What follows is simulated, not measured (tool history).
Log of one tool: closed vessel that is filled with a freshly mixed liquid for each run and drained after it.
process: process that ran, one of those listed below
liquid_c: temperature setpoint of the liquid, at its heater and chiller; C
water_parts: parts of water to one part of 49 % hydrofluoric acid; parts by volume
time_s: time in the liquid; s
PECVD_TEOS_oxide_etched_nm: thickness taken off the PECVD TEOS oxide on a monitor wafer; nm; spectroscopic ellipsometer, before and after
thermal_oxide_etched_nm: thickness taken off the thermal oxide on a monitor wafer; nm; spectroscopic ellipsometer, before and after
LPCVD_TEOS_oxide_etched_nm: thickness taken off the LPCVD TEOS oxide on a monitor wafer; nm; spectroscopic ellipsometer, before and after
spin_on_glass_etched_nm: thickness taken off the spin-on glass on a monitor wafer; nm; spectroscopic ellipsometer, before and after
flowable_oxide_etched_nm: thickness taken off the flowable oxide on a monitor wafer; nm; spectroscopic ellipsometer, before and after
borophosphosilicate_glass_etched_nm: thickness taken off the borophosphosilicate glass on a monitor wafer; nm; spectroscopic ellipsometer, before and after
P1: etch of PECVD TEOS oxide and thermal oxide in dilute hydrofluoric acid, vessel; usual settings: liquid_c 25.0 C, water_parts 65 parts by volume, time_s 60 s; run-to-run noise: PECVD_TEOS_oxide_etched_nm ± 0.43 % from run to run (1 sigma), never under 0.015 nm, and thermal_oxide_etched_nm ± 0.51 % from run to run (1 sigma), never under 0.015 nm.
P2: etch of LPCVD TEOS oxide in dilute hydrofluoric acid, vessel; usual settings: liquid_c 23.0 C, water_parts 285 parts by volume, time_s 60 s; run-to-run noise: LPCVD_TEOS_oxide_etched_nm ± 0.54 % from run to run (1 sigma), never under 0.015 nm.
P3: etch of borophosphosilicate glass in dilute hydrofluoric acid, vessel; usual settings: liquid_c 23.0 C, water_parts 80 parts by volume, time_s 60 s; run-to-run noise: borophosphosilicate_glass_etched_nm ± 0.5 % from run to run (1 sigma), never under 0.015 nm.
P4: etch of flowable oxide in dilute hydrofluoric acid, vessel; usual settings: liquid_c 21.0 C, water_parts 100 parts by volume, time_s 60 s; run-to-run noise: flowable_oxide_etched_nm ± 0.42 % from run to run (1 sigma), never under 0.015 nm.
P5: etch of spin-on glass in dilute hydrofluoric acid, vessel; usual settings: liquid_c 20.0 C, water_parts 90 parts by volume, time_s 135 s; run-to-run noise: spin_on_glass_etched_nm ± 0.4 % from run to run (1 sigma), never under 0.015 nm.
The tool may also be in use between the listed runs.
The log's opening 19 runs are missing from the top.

| run | hour | process | liquid_c | water_parts | time_s | PECVD_TEOS_oxide_etched_nm | thermal_oxide_etched_nm | LPCVD_TEOS_oxide_etched_nm | spin_on_glass_etched_nm | flowable_oxide_etched_nm | borophosphosilicate_glass_etched_nm |
|---|---|---|---|---|---|---|---|---|---|---|---|
| 20 | 255.5 | P3 | 23.0 | 80 | 60 |  |  |  |  |  | 44.582 |
| 21 | 271.4 | P1 | 25.0 | 65 | 60 | 26.113 | 4.6251 |  |  |  |  |
| 22 | 282.3 | P5 | 20.0 | 90 | 135 |  |  |  | 57.885 |  |  |
| 23 | 298.0 | P1 | 25.0 | 25 | 60 | 71.440 | 12.6470 |  |  |  |  |
| 24 | 306.8 | P3 | 19.0 | 80 | 60 |  |  |  |  |  | 37.959 |
| 25 | 318.6 | P3 | 23.0 | 80 | 60 |  |  |  |  |  | 44.877 |
| 26 | 335.9 | P1 | 30.0 | 40 | 60 | 53.811 | 9.5162 |  |  |  |  |
| 27 | 345.1 | P3 | 23.0 | 80 | 30 |  |  |  |  |  | 22.241 |
| 28 | 355.3 | P5 | 20.0 | 90 | 30 |  |  |  | 12.896 |  |  |
| 29 | 371.3 | P4 | 21.0 | 30 | 60 |  |  |  |  | 78.431 |  |
| 30 | 384.8 | P1 | 19.5 | 65 | 60 | 20.707 | 3.6621 |  |  |  |  |
| 31 | 395.4 | P1 | 25.0 | 65 | 60 | 26.126 | 4.5656 |  |  |  |  |
| 32 | 411.1 | P1 | 25.0 | 65 | 60 | 25.827 | 4.6248 |  |  |  |  |
| 33 | 421.6 | P1 | 25.0 | 65 | 60 | 27.089 | 4.8459 |  |  |  |  |
| 34 | 437.6 | P1 | 25.0 | 65 | 60 | 27.698 | 4.9281 |  |  |  |  |
| 35 | 446.4 | P1 | 25.0 | 65 | 60 | 28.089 | 4.9568 |  |  |  |  |
| 36 | 460.9 | P1 | 25.0 | 65 | 60 | 28.283 | 5.0301 |  |  |  |  |
| 37 | 476.1 | P1 | 25.0 | 65 | 60 | 28.280 | 5.0170 |  |  |  |  |

Forecast run 38:
| 38 | 488.1 | P1 | 25.0 | 65 | 60 | ? | ? |  |  |  |  |

{"run 38": {"PECVD_TEOS_oxide_etched_nm": 28.555, "thermal_oxide_etched_nm": 5.1083}}
